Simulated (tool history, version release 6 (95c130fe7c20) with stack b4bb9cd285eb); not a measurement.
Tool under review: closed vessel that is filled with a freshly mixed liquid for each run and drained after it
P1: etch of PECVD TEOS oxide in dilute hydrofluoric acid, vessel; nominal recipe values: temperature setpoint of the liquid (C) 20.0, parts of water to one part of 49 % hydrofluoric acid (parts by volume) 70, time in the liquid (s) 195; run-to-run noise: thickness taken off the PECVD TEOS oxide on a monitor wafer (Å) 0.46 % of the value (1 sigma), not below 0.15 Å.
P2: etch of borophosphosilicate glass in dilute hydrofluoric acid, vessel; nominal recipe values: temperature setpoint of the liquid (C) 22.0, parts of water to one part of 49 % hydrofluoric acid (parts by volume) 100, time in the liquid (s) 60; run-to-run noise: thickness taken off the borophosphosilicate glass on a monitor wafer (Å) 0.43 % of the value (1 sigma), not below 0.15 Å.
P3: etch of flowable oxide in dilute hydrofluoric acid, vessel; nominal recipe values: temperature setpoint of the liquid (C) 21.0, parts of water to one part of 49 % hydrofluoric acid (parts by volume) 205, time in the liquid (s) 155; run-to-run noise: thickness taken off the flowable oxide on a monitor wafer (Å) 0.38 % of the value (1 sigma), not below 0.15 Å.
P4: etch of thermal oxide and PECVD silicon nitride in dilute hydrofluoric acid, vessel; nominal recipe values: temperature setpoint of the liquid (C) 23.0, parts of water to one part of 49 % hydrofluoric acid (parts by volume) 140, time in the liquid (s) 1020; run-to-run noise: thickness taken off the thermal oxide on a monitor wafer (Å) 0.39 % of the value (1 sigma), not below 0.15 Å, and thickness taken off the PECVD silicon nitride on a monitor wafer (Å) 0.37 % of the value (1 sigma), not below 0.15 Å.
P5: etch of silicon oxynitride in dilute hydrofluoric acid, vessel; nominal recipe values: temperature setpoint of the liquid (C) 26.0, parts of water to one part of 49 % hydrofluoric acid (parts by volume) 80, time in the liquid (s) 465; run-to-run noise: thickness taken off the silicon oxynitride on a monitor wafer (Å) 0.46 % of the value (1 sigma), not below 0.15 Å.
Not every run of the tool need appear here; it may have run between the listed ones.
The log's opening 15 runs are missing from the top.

run,day,process that ran,temperature setpoint of the liquid (C),parts of water to one part of 49 % hydrofluoric acid (parts by volume),time in the liquid (s),thickness taken off the PECVD TEOS oxide on a monitor wafer (Å),thickness taken off the silicon oxynitride on a monitor wafer (Å),thickness taken off the thermal oxide on a monitor wafer (Å),thickness taken off the PECVD silicon nitride on a monitor wafer (Å),thickness taken off the flowable oxide on a monitor wafer (Å),thickness taken off the borophosphosilicate glass on a monitor wafer (Å)
16,8.008,P1,20.0,30,375,1588.80,,,,,
17,8.479,P2,30.0,100,60,,,,,,669.99
18,9.021,P5,26.0,80,465,,269.26,,,,
19,9.512,P2,22.0,100,60,,,,,,490.82
20,10.025,P1,20.0,40,195,617.03,,,,,
21,10.367,P1,24.0,35,195,838.85,,,,,
22,10.988,P1,24.0,125,195,208.81,,,,,
23,11.329,P1,20.0,70,195,338.70,,,,,
24,11.983,P3,21.0,120,155,,,,,555.74,
25,12.288,P4,23.0,140,1780,,,545.24,647.73,,
26,12.929,P1,20.0,120,195,187.68,,,,,
27,13.417,P1,20.0,70,195,339.24,,,,,
28,13.750,P3,21.0,205,80,,,,,152.70,
29,14.100,P1,20.0,70,195,336.21,,,,,
30,14.638,P1,20.0,70,350,609.38,,,,,
31,15.000,P2,22.0,100,60,,,,,,487.46
32,15.392,P1,17.0,70,195,297.39,,,,,
33,15.725,P1,20.0,70,100,174.69,,,,,

What will run 34 give?
34,16.067,P1,20.0,70,195,?,,,,,

thickness taken off the PECVD TEOS oxide on a monitor wafer (Å): 339.13
